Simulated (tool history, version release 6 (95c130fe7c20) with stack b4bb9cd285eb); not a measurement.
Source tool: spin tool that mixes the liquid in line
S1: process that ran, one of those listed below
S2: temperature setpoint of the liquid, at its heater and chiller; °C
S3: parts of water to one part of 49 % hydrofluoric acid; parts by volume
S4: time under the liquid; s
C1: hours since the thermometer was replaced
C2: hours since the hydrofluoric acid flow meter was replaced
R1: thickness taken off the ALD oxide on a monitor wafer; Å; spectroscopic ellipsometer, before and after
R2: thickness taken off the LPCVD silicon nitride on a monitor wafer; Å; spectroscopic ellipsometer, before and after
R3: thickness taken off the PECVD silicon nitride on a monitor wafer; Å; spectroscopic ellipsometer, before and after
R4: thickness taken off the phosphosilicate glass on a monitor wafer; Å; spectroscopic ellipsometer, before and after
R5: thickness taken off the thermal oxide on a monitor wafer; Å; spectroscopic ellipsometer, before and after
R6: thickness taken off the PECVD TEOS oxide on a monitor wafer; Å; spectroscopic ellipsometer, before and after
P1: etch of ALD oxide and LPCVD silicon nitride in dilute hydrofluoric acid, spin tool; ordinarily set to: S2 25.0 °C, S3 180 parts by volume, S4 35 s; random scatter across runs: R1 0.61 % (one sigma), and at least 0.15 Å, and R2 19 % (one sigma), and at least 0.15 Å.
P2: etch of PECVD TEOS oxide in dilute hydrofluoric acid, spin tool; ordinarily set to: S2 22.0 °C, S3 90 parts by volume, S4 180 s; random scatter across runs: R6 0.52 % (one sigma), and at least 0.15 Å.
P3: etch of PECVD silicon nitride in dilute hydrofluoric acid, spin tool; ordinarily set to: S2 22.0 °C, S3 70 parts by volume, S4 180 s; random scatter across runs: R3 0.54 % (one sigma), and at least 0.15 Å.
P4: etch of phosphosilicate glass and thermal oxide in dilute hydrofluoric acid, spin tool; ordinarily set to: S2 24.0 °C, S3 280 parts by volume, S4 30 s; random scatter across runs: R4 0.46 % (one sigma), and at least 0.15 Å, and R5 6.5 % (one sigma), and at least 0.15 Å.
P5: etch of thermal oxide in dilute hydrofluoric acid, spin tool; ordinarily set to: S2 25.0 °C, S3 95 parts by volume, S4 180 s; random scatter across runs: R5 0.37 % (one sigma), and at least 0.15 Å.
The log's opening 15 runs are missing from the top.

run 16 hour=92.8 | S1=P5 S2=17.0 S3=95 S4=180 | C1=44.6 C2=32.0 | R5=69.1010
run 17 hour=98.7 | S1=P2 S2=22.0 S3=90 S4=355 | C1=50.5 C2=37.9 | R6=669.43
run 18 hour=105.0 | S1=P2 S2=22.0 S3=90 S4=180 | C1=56.8 C2=44.2 | R6=339.98
run 19 hour=109.0 | S1=P3 S2=22.0 S3=30 S4=180 | C1=60.8 C2=48.2 | R3=163.1000
run 20 hour=115.7 | S1=P1 S2=25.0 S3=180 S4=15 | C1=67.5 C2=54.9 | R1=17.161 R2=0.40394
run 21 hour=122.3 | S1=P3 S2=22.0 S3=70 S4=15 | C1=74.1 C2=61.5 | R3=5.9226
run 22 hour=130.3 | S1=P4 S2=24.0 S3=280 S4=55 | C1=82.1 C2=69.5 | R4=120.860 R5=7.6057
run 23 hour=134.7 | S1=P5 S2=25.0 S3=95 S4=180 | C1=86.5 C2=73.9 | R5=96.8870
run 24 hour=142.7 | S1=P4 S2=24.0 S3=280 S4=30 | C1=94.5 C2=81.9 | R4=65.972 R5=4.3458
run 25 hour=150.8 | S1=P2 S2=17.0 S3=90 S4=180 | C1=102.6 C2=90.0 | R6=277.35
run 26 hour=155.9 | S1=P5 S2=25.0 S3=95 S4=365 | C1=107.7 C2=95.1 | R5=195.2600
run 27 hour=163.5 | S1=P4 S2=24.0 S3=120 S4=30 | C1=115.3 C2=102.7 | R4=185.400 R5=11.2200
run 28 hour=170.9 | S1=P1 S2=20.5 S3=75 S4=35 | C1=122.7 C2=110.1 | R1=92.441 R2=1.51520
run 29 hour=176.4 | S1=P3 S2=22.0 S3=70 S4=180 | C1=128.2 C2=115.6 | R3=71.3780
run 30 hour=180.2 | S1=P2 S2=22.0 S3=165 S4=180 | C1=132.0 C2=119.4 | R6=170.96

Predict the results of run 31:
run 31 hour=185.4 | S1=P1 S2=25.0 S3=180 S4=35 | C1=137.2 C2=124.6 | R1=? R2=?

{"run 31": {"R1": 40.663, "R2": 1.1707}}
